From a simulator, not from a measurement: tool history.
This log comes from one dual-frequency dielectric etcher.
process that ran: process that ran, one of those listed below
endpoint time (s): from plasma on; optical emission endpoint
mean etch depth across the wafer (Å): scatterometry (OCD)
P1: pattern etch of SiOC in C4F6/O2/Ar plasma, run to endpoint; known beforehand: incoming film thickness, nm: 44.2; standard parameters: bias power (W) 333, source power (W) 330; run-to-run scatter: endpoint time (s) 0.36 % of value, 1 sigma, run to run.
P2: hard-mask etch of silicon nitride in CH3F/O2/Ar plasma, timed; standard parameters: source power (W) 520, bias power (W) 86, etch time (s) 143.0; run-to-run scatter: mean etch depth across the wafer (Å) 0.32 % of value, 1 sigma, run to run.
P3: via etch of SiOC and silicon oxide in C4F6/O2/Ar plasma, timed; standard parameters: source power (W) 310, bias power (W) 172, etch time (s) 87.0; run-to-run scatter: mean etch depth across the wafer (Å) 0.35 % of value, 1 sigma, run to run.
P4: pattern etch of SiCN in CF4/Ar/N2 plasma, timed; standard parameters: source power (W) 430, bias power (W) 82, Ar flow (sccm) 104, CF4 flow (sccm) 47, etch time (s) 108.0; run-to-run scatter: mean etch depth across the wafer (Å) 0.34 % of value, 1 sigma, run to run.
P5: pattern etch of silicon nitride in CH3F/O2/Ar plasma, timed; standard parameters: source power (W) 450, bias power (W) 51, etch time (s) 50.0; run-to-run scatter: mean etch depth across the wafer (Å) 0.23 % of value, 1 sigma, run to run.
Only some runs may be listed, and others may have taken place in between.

run	hour	process that ran	bias power (W)	source power (W)	etch time (s)	Ar flow (sccm)	CF4 flow (sccm)	hours since the last wet clean	hours since the last bias power generator calibration	hours since the last source power generator calibration	endpoint time (s)	mean etch depth across the wafer (Å)
1	12.4	P1	333	330				79.6	688.7	2208.6	18.643	
2	22.0	P1	435	400				89.2	698.3	2218.2	15.759	
3	38.8	P3	172	390	87.0			106.0	715.1	2235.0		945.77
4	50.6	P1	333	330				117.8	726.9	2246.8	18.688	
5	60.8	P1	405	330				128.0	737.1	2257.0	17.472	
6	69.3	P1	333	330				136.5	745.6	2265.5	18.656	
7	84.2	P4	82	430	108.0	104	63	151.4	760.5	2280.4		918.22
8	98.0	P2	117	520	143.0			165.2	774.3	2294.2		1345.80
9	110.1	P5	41	450	50.0			177.3	786.4	2306.3		302.77
10	124.3	P4	82	430	108.0	132	47	191.5	800.6	2320.5		837.99
11	137.1	P4	82	430	108.0	104	47	204.3	813.4	2333.3		876.98
12	150.8	P1	207	330				218.0	827.1	2347.0	21.915	
13	165.3	P4	82	430	108.0	104	47	232.5	841.6	2361.5		874.39
14	177.1	P5	51	620	50.0			244.3	853.4	2373.3		367.13
15	189.1	P2	86	410	143.0			256.3	865.4	2385.3		1102.50
16	204.4	P1	333	330				271.6	880.7	2400.6	18.459	
17	215.2	P2	86	520	211.0			282.4	891.5	2411.4		1784.50
18	225.1	P1	440	420				292.3	901.4	2421.3	15.405	
19	242.7	P3	172	310	87.0			309.9	919.0	2438.9		861.81
20	260.1	P5	51	450	50.0			327.3	936.4	2456.3		323.35
21	276.3	P1	333	420				343.5	952.6	2472.5	17.012	
22	285.4	P1	333	230				352.6	961.7	2481.6	21.457	
23	297.4	P5	51	450	35.5			364.6	973.7	2493.6		229.39
24	308.0	P4	115	430	108.0	104	47	375.2	984.3	2504.2		999.80
25	317.1	P3	102	310	87.0			384.3	993.4	2513.3		735.72
26	326.1	P2	86	520	143.0			393.3	1002.4	2522.3		1195.80
27	344.1	P1	333	330				411.3	1020.4	2540.3	18.559	
28	355.6	P4	82	430	140.0	104	47	422.8	1031.9	2551.8		1136.70
29	370.2	P4	82	270	108.0	104	47	437.4	1046.5	2566.4		584.29
30	385.0	P3	172	310	118.5			452.2	1061.3	2581.2		1179.40
31	396.3	P1	266	220				463.5	1072.6	2592.5	23.483	
32	407.0	P1	333	330				474.2	1083.3	2603.2	18.584	
33	421.5	P1	333	330				488.7	1097.8	2617.7	18.799	
34	438.3	P1	333	330				505.5	1114.6	2634.5	18.921	
35	455.4	P1	333	330				522.6	1131.7	2651.6	18.889	
36	470.1	P1	333	330				537.3	1146.4	2666.3	18.943	
# hour 473.0: wet clean of the chamber
37	488.3	P1	333	330				15.4	1164.6	2684.5	18.937	
38	499.5	P1	333	330				26.6	1175.8	2695.7	18.824	
39	511.1	P1	333	330				38.2	1187.4	2707.3	19.029	
40	528.0	P1	333	330				55.1	1204.3	2724.2	18.964	
41	541.2	P1	333	330				68.3	1217.5	2737.4	19.005	
42	551.1	P1	333	330				78.2	1227.4	2747.3	18.936	
43	565.2	P1	333	330				92.3	1241.5	2761.4	18.894	

P1 no longer gives what it gave before; its output has crept away from where it was. The following 2 causes, each at its listed size, fit the log equally well:
A: source power that arrives under what is set, % = 4.69
B: bias power that arrives under what is set, % = 4.98
Creep in the process output first set in at about hour 407.0.
Why every other cause is out:
chamber walls in a state that lowers the etch rate, %: was serviced at hour 473.0, once the creep was under way, yet the earlier output never came back

Which of the 4 check runs listed below, each an average over 2 wafers with its results shown as question marks, gives clearly different results under the different listed causes?
check 1	579.3	P3	113	310	105.0							?
check 2	579.3	P2	86	440	208.5							?
check 3	579.3	P4	113	280	108.0	104	47					?
check 4	579.3	P5	51	580	38.5							?

How each check would come out, cause by cause:
check	result	if A	if B
check 1	mean etch depth across the wafer (Å)	898.91	902.54
check 2	mean etch depth across the wafer (Å)	1619.50	1619.60
check 3	mean etch depth across the wafer (Å)	660.18	673.82
check 4	mean etch depth across the wafer (Å)	269.97	270.91
Separation of the two closest causes in each check, using whichever result separates them best: check 1 0.4 %; check 2 0 %; check 3 2.05 %; check 4 0.35 %
The causes can be told apart only by check 3. The other checks would give nearly the same results under each of them.

Check 3 has now been run. It gave: mean etch depth across the wafer (Å) 659.92. Which of the candidate causes is it?

The cause is A: source power that arrives under what is set, %.
